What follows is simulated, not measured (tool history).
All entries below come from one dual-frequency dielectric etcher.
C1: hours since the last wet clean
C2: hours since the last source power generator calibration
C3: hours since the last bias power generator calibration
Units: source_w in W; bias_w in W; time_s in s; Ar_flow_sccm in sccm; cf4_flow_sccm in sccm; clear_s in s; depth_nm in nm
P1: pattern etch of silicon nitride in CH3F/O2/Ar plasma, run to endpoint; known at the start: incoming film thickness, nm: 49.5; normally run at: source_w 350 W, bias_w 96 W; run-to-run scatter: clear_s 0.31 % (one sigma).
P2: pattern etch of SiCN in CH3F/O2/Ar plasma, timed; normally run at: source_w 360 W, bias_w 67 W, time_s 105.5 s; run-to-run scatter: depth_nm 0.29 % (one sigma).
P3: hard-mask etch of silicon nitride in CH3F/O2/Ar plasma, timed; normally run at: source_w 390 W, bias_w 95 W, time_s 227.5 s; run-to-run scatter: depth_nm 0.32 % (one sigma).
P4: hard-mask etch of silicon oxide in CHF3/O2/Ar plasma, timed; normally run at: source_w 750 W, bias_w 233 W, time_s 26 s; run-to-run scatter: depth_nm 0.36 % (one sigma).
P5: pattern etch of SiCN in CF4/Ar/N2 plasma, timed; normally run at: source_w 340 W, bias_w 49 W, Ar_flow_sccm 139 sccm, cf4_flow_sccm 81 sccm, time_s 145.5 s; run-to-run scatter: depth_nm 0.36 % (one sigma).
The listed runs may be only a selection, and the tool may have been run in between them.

{"run": 1, "hour": 8.2, "process": "P1", "source_w": 350, "bias_w": 96, "C1": 414.8, "C2": 1403.7, "C3": 1618.5, "clear_s": 67.033}
{"run": 2, "hour": 16.3, "process": "P3", "source_w": 390, "bias_w": 95, "time_s": 227.5, "C1": 422.9, "C2": 1411.8, "C3": 1626.6, "depth_nm": 170.89}
{"run": 3, "hour": 23.7, "process": "P3", "source_w": 240, "bias_w": 95, "time_s": 227.5, "C1": 430.3, "C2": 1419.2, "C3": 1634, "depth_nm": 142.5}
{"run": 4, "hour": 28.3, "process": "P5", "source_w": 470, "bias_w": 49, "time_s": 145.5, "Ar_flow_sccm": 139, "cf4_flow_sccm": 81, "C1": 434.9, "C2": 1423.8, "C3": 1638.6, "depth_nm": 105.95}
{"hour": 32.2, "done": "wet clean of the chamber"}
{"run": 5, "hour": 33.6, "process": "P4", "source_w": 750, "bias_w": 143, "time_s": 26, "C1": 1.5, "C2": 1429.1, "C3": 1643.9, "depth_nm": 53.097}
{"run": 6, "hour": 41.9, "process": "P3", "source_w": 390, "bias_w": 130, "time_s": 227.5, "C1": 9.8, "C2": 1437.4, "C3": 1652.2, "depth_nm": 192.53}
{"run": 7, "hour": 46.3, "process": "P1", "source_w": 350, "bias_w": 96, "C1": 14.2, "C2": 1441.8, "C3": 1656.6, "clear_s": 67.365}
{"run": 8, "hour": 55.7, "process": "P5", "source_w": 340, "bias_w": 49, "time_s": 145.5, "Ar_flow_sccm": 89, "cf4_flow_sccm": 81, "C1": 23.6, "C2": 1451.2, "C3": 1666, "depth_nm": 85.578}
{"run": 9, "hour": 61.8, "process": "P3", "source_w": 390, "bias_w": 95, "time_s": 307.5, "C1": 29.7, "C2": 1457.3, "C3": 1672.1, "depth_nm": 232.04}
{"run": 10, "hour": 69.3, "process": "P1", "source_w": 350, "bias_w": 96, "C1": 37.2, "C2": 1464.8, "C3": 1679.6, "clear_s": 67.629}
{"run": 11, "hour": 75.3, "process": "P1", "source_w": 350, "bias_w": 74, "C1": 43.2, "C2": 1470.8, "C3": 1685.6, "clear_s": 74.462}
{"run": 12, "hour": 83.2, "process": "P1", "source_w": 350, "bias_w": 128, "C1": 51.1, "C2": 1478.7, "C3": 1693.5, "clear_s": 60.64}
{"run": 13, "hour": 90.6, "process": "P4", "source_w": 460, "bias_w": 233, "time_s": 26, "C1": 58.5, "C2": 1486.1, "C3": 1700.9, "depth_nm": 52.224}
{"run": 14, "hour": 96.9, "process": "P5", "source_w": 340, "bias_w": 49, "time_s": 145.5, "Ar_flow_sccm": 139, "cf4_flow_sccm": 81, "C1": 64.8, "C2": 1492.4, "C3": 1707.2, "depth_nm": 79.637}
{"run": 15, "hour": 105.4, "process": "P4", "source_w": 750, "bias_w": 233, "time_s": 26, "C1": 73.3, "C2": 1500.9, "C3": 1715.7, "depth_nm": 62.288}
{"run": 16, "hour": 114.6, "process": "P1", "source_w": 350, "bias_w": 96, "C1": 82.5, "C2": 1510.1, "C3": 1724.9, "clear_s": 67.674}
{"run": 17, "hour": 123.6, "process": "P3", "source_w": 390, "bias_w": 95, "time_s": 227.5, "C1": 91.5, "C2": 1519.1, "C3": 1733.9, "depth_nm": 171.22}
{"run": 18, "hour": 128.4, "process": "P4", "source_w": 750, "bias_w": 233, "time_s": 34, "C1": 96.3, "C2": 1523.9, "C3": 1738.7, "depth_nm": 82.045}
{"run": 19, "hour": 134.3, "process": "P1", "source_w": 490, "bias_w": 96, "C1": 102.2, "C2": 1529.8, "C3": 1744.6, "clear_s": 59.461}
{"run": 20, "hour": 141.8, "process": "P5", "source_w": 340, "bias_w": 49, "time_s": 180.5, "Ar_flow_sccm": 139, "cf4_flow_sccm": 81, "C1": 109.7, "C2": 1537.3, "C3": 1752.1, "depth_nm": 99.001}
{"run": 21, "hour": 148.9, "process": "P5", "source_w": 340, "bias_w": 49, "time_s": 145.5, "Ar_flow_sccm": 139, "cf4_flow_sccm": 51, "C1": 116.8, "C2": 1544.4, "C3": 1759.2, "depth_nm": 73.232}
{"run": 22, "hour": 155.6, "process": "P5", "source_w": 340, "bias_w": 49, "time_s": 145.5, "Ar_flow_sccm": 139, "cf4_flow_sccm": 81, "C1": 123.5, "C2": 1551.1, "C3": 1765.9, "depth_nm": 80.126}
{"run": 23, "hour": 163.8, "process": "P1", "source_w": 350, "bias_w": 96, "C1": 131.7, "C2": 1559.3, "C3": 1774.1, "clear_s": 68.092}
{"run": 24, "hour": 171.5, "process": "P1", "source_w": 350, "bias_w": 96, "C1": 139.4, "C2": 1567, "C3": 1781.8, "clear_s": 67.411}
{"run": 25, "hour": 181.0, "process": "P2", "source_w": 360, "bias_w": 67, "time_s": 139.5, "C1": 148.9, "C2": 1576.5, "C3": 1791.3, "depth_nm": 49.324}
{"run": 26, "hour": 188.5, "process": "P1", "source_w": 250, "bias_w": 74, "C1": 156.4, "C2": 1584, "C3": 1798.8, "clear_s": 84.302}
{"hour": 192.0, "done": "bias power generator calibrated"}
{"run": 27, "hour": 194.3, "process": "P2", "source_w": 270, "bias_w": 67, "time_s": 105.5, "C1": 162.2, "C2": 1589.8, "C3": 2.3, "depth_nm": 33.524}
{"run": 28, "hour": 200.6, "process": "P5", "source_w": 340, "bias_w": 40, "time_s": 145.5, "Ar_flow_sccm": 139, "cf4_flow_sccm": 81, "C1": 168.5, "C2": 1596.1, "C3": 8.6, "depth_nm": 74.795}
{"run": 29, "hour": 206.9, "process": "P2", "source_w": 360, "bias_w": 67, "time_s": 105.5, "C1": 174.8, "C2": 1602.4, "C3": 14.9, "depth_nm": 37.396}
{"run": 30, "hour": 214.5, "process": "P2", "source_w": 360, "bias_w": 86, "time_s": 105.5, "C1": 182.4, "C2": 1610, "C3": 22.5, "depth_nm": 40.838}
{"run": 31, "hour": 221.1, "process": "P2", "source_w": 360, "bias_w": 67, "time_s": 105.5, "C1": 189, "C2": 1616.6, "C3": 29.1, "depth_nm": 37.339}
{"run": 32, "hour": 226.7, "process": "P1", "source_w": 270, "bias_w": 96, "C1": 194.6, "C2": 1622.2, "C3": 34.7, "clear_s": 74.361}
{"run": 33, "hour": 235.1, "process": "P1", "source_w": 350, "bias_w": 96, "C1": 203, "C2": 1630.6, "C3": 43.1, "clear_s": 67.723}
{"run": 34, "hour": 239.8, "process": "P1", "source_w": 350, "bias_w": 96, "C1": 207.7, "C2": 1635.3, "C3": 47.8, "clear_s": 67.261}
{"run": 35, "hour": 248.0, "process": "P1", "source_w": 350, "bias_w": 96, "C1": 215.9, "C2": 1643.5, "C3": 56, "clear_s": 66.877}
{"run": 36, "hour": 256.5, "process": "P1", "source_w": 350, "bias_w": 96, "C1": 224.4, "C2": 1652, "C3": 64.5, "clear_s": 66.481}
{"run": 37, "hour": 265.2, "process": "P1", "source_w": 350, "bias_w": 96, "C1": 233.1, "C2": 1660.7, "C3": 73.2, "clear_s": 66.423}
{"hour": 266.8, "done": "wet clean of the chamber"}
{"run": 38, "hour": 269.6, "process": "P1", "source_w": 350, "bias_w": 96, "C1": 2.8, "C2": 1665.1, "C3": 77.6, "clear_s": 66.439}
{"run": 39, "hour": 274.6, "process": "P1", "source_w": 350, "bias_w": 96, "C1": 7.8, "C2": 1670.1, "C3": 82.6, "clear_s": 66.877}
{"run": 40, "hour": 283.9, "process": "P1", "source_w": 350, "bias_w": 96, "C1": 17.1, "C2": 1679.4, "C3": 91.9, "clear_s": 66.889}

P1 no longer gives what it gave before; its output has crept away from where it was. The following 2 causes, each at its listed size, fit the log equally well:
A: source power that arrives over what is set, % = 4.21
B: bias power that arrives over what is set, % = 4.25
Creep in the process output first set in at about hour 239.8.
The rest of the possible causes, and what rules out each one:
chamber walls in a state that raises the etch rate, %: serviced at hour 266.8, after the change had begun; the process did not return to its earlier output

Which of the 4 check runs listed below, each an average over 2 wafers with its results shown as question marks, gives clearly different results under the different listed causes?
{"run": "check 1", "hour": 293.2, "process": "P2", "source_w": 360, "bias_w": 82, "time_s": 105.5, "depth_nm": "?"}
{"run": "check 2", "hour": 293.2, "process": "P3", "source_w": 320, "bias_w": 95, "time_s": 227.5, "depth_nm": "?"}
{"run": "check 3", "hour": 293.2, "process": "P5", "source_w": 470, "bias_w": 49, "time_s": 145.5, "Ar_flow_sccm": 139, "cf4_flow_sccm": 57, "depth_nm": "?"}
{"run": "check 4", "hour": 293.2, "process": "P4", "source_w": 580, "bias_w": 150, "time_s": 26, "depth_nm": "?"}

If the cause were each of the candidates in turn, the checks would give the following:
check=check_1 result=depth_nm if_A=40.734 if_B=40.731
check=check_2 result=depth_nm if_A=161.47 if_B=161.48
check=check_3 result=depth_nm if_A=103.33 if_B=101.12
check=check_4 result=depth_nm if_A=49.636 if_B=49.518
Separation of the two closest causes in each check, using whichever result separates them best: check 1 0.01 %; check 2 0.01 %; check 3 2.16 %; check 4 0.24 %
The other checks would show nearly matching results whichever cause is true, so check 3 is the only one that separates the causes.

Check 3 has now been run. It gave: depth_nm 103.65 nm. Which of the candidate causes is it?

A is the cause: source power that arrives over what is set, %.

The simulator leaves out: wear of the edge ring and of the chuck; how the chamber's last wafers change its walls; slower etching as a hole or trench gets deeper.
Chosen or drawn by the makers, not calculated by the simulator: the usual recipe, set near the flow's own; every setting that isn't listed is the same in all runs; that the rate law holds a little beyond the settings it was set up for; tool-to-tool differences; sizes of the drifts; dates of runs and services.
